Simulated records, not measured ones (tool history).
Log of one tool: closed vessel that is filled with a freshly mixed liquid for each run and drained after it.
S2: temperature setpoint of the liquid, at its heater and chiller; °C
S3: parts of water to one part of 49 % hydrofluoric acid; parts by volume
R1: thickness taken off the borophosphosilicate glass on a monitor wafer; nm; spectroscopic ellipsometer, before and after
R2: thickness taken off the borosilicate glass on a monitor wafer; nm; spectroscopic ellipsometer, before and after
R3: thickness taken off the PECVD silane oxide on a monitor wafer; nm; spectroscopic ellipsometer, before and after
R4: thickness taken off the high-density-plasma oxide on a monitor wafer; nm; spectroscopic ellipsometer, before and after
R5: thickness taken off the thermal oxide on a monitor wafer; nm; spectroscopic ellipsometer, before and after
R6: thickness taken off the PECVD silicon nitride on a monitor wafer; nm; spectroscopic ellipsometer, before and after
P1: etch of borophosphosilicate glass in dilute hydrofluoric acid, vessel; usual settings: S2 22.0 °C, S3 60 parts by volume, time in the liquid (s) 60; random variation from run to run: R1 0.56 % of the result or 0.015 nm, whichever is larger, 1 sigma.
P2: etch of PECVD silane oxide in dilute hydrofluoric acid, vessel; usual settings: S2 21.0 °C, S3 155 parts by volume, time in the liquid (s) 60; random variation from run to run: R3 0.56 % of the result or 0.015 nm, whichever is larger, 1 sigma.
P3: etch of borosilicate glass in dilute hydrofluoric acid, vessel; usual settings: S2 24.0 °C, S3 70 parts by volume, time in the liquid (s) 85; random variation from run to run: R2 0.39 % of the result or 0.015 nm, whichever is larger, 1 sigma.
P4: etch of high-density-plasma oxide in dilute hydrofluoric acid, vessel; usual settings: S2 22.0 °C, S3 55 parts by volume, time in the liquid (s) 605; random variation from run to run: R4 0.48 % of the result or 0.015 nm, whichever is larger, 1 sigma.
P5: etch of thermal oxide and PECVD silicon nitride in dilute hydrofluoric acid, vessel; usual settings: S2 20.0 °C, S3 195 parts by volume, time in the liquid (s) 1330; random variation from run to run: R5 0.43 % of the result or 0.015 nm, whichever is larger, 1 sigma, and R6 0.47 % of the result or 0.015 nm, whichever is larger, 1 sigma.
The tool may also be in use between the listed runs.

Run 1, hour 4.0: process that ran P1, S2 22.0 °C, S3 60 parts by volume, time in the liquid (s) 60. Result: R1 65.921 nm.
Run 2, hour 8.1: process that ran P3, S2 24.0 °C, S3 70 parts by volume, time in the liquid (s) 150. Result: R2 72.330 nm.
Run 3, hour 11.7: process that ran P2, S2 21.0 °C, S3 155 parts by volume, time in the liquid (s) 60. Result: R3 9.2132 nm.
Run 4, hour 14.9: process that ran P2, S2 21.0 °C, S3 65 parts by volume, time in the liquid (s) 60. Result: R3 24.1730 nm.
Run 5, hour 20.2: process that ran P4, S2 22.0 °C, S3 90 parts by volume, time in the liquid (s) 605. Result: R4 32.257 nm.
Run 6, hour 25.4: process that ran P3, S2 24.0 °C, S3 115 parts by volume, time in the liquid (s) 85. Result: R2 23.503 nm.
Run 7, hour 29.7: process that ran P1, S2 22.0 °C, S3 60 parts by volume, time in the liquid (s) 115. Result: R1 127.060 nm.
Run 8, hour 33.2: process that ran P4, S2 25.5 °C, S3 55 parts by volume, time in the liquid (s) 605. Result: R4 63.979 nm.
Run 9, hour 38.0: process that ran P5, S2 17.0 °C, S3 195 parts by volume, time in the liquid (s) 1330. Result: R5 21.676 nm, R6 24.666 nm.
Run 10, hour 43.1: process that ran P3, S2 17.5 °C, S3 70 parts by volume, time in the liquid (s) 85. Result: R2 30.971 nm.
Run 11, hour 48.2: process that ran P3, S2 24.0 °C, S3 70 parts by volume, time in the liquid (s) 85. Result: R2 40.727 nm.
Run 12, hour 52.7: process that ran P1, S2 28.0 °C, S3 60 parts by volume, time in the liquid (s) 60. Result: R1 84.734 nm.
Run 13, hour 55.3: process that ran P5, S2 20.0 °C, S3 290 parts by volume, time in the liquid (s) 1330. Result: R5 14.964 nm, R6 20.229 nm.
Run 14, hour 60.6: process that ran P1, S2 28.0 °C, S3 60 parts by volume, time in the liquid (s) 100. Result: R1 140.710 nm.
Run 15, hour 65.1: process that ran P5, S2 20.0 °C, S3 195 parts by volume, time in the liquid (s) 1330. Result: R5 24.358 nm, R6 29.775 nm.
Run 16, hour 68.9: process that ran P1, S2 22.0 °C, S3 60 parts by volume, time in the liquid (s) 60. Result: R1 66.527 nm.
Run 17, hour 74.7: process that ran P3, S2 24.0 °C, S3 70 parts by volume, time in the liquid (s) 85. Result: R2 40.322 nm.
Run 18, hour 78.0: process that ran P4, S2 22.0 °C, S3 55 parts by volume, time in the liquid (s) 605. Result: R4 55.462 nm.
Run 19, hour 82.0: process that ran P1, S2 22.0 °C, S3 60 parts by volume, time in the liquid (s) 60. Result: R1 66.553 nm.
Run 20, hour 86.2: process that ran P1, S2 22.0 °C, S3 20 parts by volume, time in the liquid (s) 60. Result: R1 208.580 nm.
Run 21, hour 89.1: process that ran P5, S2 20.0 °C, S3 195 parts by volume, time in the liquid (s) 675. Result: R5 12.306 nm, R6 15.271 nm.
Run 22, hour 94.9: process that ran P1, S2 17.0 °C, S3 60 parts by volume, time in the liquid (s) 60. Result: R1 52.809 nm.
Run 23, hour 99.7: process that ran P1, S2 22.0 °C, S3 100 parts by volume, time in the liquid (s) 35. Result: R1 21.949 nm.
Run 24, hour 102.7: process that ran P4, S2 22.0 °C, S3 55 parts by volume, time in the liquid (s) 605. Result: R4 55.248 nm.
Run 25, hour 105.9: process that ran P1, S2 22.0 °C, S3 60 parts by volume, time in the liquid (s) 60. Result: R1 65.527 nm.
Run 26, hour 109.0: process that ran P2, S2 21.0 °C, S3 155 parts by volume, time in the liquid (s) 30. Result: R3 4.6021 nm.
Run 27, hour 113.3: process that ran P1, S2 22.0 °C, S3 105 parts by volume, time in the liquid (s) 60. Result: R1 35.666 nm.
Run 28, hour 119.1: process that ran P4, S2 22.0 °C, S3 55 parts by volume, time in the liquid (s) 1170. Result: R4 106.230 nm.
Run 29, hour 124.4: process that ran P2, S2 17.0 °C, S3 155 parts by volume, time in the liquid (s) 60. Result: R3 7.7036 nm.
Run 30, hour 127.0: process that ran P1, S2 29.0 °C, S3 20 parts by volume, time in the liquid (s) 60. Result: R1 279.070 nm.
Run 31, hour 131.1: process that ran P1, S2 22.0 °C, S3 60 parts by volume, time in the liquid (s) 60. Result: R1 66.071 nm.
Run 32, hour 135.3: process that ran P1, S2 22.0 °C, S3 60 parts by volume, time in the liquid (s) 30. Result: R1 32.907 nm.
Run 33, hour 140.9: process that ran P2, S2 21.0 °C, S3 155 parts by volume, time in the liquid (s) 60. Result: R3 9.1741 nm.
Run 34, hour 145.2: process that ran P1, S2 22.0 °C, S3 60 parts by volume, time in the liquid (s) 60. Result: R1 66.388 nm.
Run 35, hour 150.3: process that ran P1, S2 22.0 °C, S3 60 parts by volume, time in the liquid (s) 60. Result: R1 68.416 nm.
Run 36, hour 154.0: process that ran P1, S2 22.0 °C, S3 60 parts by volume, time in the liquid (s) 60. Result: R1 69.354 nm.
Run 37, hour 157.1: process that ran P1, S2 22.0 °C, S3 60 parts by volume, time in the liquid (s) 60. Result: R1 70.169 nm.
Run 38, hour 161.2: process that ran P1, S2 22.0 °C, S3 60 parts by volume, time in the liquid (s) 60. Result: R1 70.971 nm.
Run 39, hour 166.3: process that ran P1, S2 22.0 °C, S3 60 parts by volume, time in the liquid (s) 60. Result: R1 70.685 nm.
Run 40, hour 169.0: process that ran P1, S2 22.0 °C, S3 60 parts by volume, time in the liquid (s) 60. Result: R1 70.097 nm.
Run 41, hour 171.6: process that ran P1, S2 22.0 °C, S3 60 parts by volume, time in the liquid (s) 60. Result: R1 71.414 nm.
Run 42, hour 174.4: process that ran P1, S2 22.0 °C, S3 60 parts by volume, time in the liquid (s) 60. Result: R1 71.445 nm.
Run 43, hour 179.2: process that ran P1, S2 22.0 °C, S3 60 parts by volume, time in the liquid (s) 60. Result: R1 71.374 nm.
Run 44, hour 182.4: process that ran P1, S2 22.0 °C, S3 60 parts by volume, time in the liquid (s) 60. Result: R1 71.867 nm.

What P1 gives has crept away from where it was. These 2 causes fit the log equally well, each at the size given:
A: hydrofluoric acid flow above the setpoint (%) = 7.61
B: liquid hotter than its thermometer reads (K) = 1.92
The creep began at about hour 145.2.

4 check runs are offered, one wafer each, their results left as question marks. Which one tells the causes apart?
Run check 1, hour 185.6: process that ran P2, S2 21.0 °C, S3 155 parts by volume, time in the liquid (s) 60. Result: R3 ?.
Run check 2, hour 185.6: process that ran P3, S2 24.0 °C, S3 70 parts by volume, time in the liquid (s) 85. Result: R2 ?.
Run check 3, hour 185.6: process that ran P5, S2 20.0 °C, S3 195 parts by volume, time in the liquid (s) 1330. Result: R5 ?, R6 ?.
Run check 4, hour 185.6: process that ran P4, S2 22.0 °C, S3 55 parts by volume, time in the liquid (s) 605. Result: R4 ?.

What each check would give under each cause:
  check  result    if A    if B
check 1      R3  9.9592  9.8568
check 2      R2  44.098  43.985
check 3      R5  26.598  26.242
check 3      R6  32.093  33.867
check 4      R4  59.908  59.975
How far apart the two closest causes lie, in the result that separates them most: check 1 1.03 %; check 2 0.26 %; check 3 5.38 %; check 4 0.11 %
Only check 3 tells the causes apart: in the others they would give nearly the same result.

Check 3 was then run and gave: R5 26.481 nm; R6 32.227 nm. Which cause is it?

It is A: hydrofluoric acid flow above the setpoint (%).
